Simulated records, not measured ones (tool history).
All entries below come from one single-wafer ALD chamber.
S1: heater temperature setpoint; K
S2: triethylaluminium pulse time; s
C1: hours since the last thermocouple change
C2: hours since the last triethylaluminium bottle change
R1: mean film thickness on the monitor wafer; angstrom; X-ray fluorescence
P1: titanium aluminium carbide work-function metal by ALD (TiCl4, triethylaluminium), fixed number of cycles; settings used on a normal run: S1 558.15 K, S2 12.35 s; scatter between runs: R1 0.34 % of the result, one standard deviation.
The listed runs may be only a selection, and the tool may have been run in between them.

run 1 hour=3.8 | S1=558.15 S2=12.35 | C1=1785 C2=1054.1 | R1=18.914
run 2 hour=7.8 | S1=558.15 S2=12.35 | C1=1789 C2=1058.1 | R1=18.786
run 3 hour=13.3 | S1=543.15 S2=12.35 | C1=1794.5 C2=1063.6 | R1=17.63
run 4 hour=20.1 | S1=558.15 S2=8.77 | C1=1801.3 C2=1070.4 | R1=18.115
run 5 hour=24.4 | S1=558.15 S2=12.35 | C1=1805.6 C2=1074.7 | R1=18.889
run 6 hour=30.2 | S1=582.15 S2=12.35 | C1=1811.4 C2=1080.5 | R1=21.104
run 7 hour=37.2 | S1=558.15 S2=12.35 | C1=1818.4 C2=1087.5 | R1=18.979
run 8 hour=42.5 | S1=558.15 S2=12.35 | C1=1823.7 C2=1092.8 | R1=18.943
run 9 hour=50.3 | S1=540.15 S2=19.66 | C1=1831.5 C2=1100.6 | R1=17.678
run 10 hour=58.1 | S1=576.15 S2=19.01 | C1=1839.3 C2=1108.4 | R1=20.814
run 11 hour=62 | S1=558.15 S2=12.35 | C1=1843.2 C2=1112.3 | R1=19.049
run 12 hour=68.7 | S1=558.15 S2=20.26 | C1=1849.9 C2=1119 | R1=19.1
run 13 hour=73.8 | S1=558.15 S2=12.35 | C1=1855 C2=1124.1 | R1=19.022
run 14 hour=80.1 | S1=558.15 S2=12.35 | C1=1861.3 C2=1130.4 | R1=18.735
run 15 hour=86.8 | S1=558.15 S2=12.35 | C1=1868 C2=1137.1 | R1=18.504

Run 16 is up next; what results do you expect?
run 16 hour=94.5 | S1=558.15 S2=12.35 | C1=1875.7 C2=1144.8 | R1=?

{"run 16": {"R1": 18.505}}

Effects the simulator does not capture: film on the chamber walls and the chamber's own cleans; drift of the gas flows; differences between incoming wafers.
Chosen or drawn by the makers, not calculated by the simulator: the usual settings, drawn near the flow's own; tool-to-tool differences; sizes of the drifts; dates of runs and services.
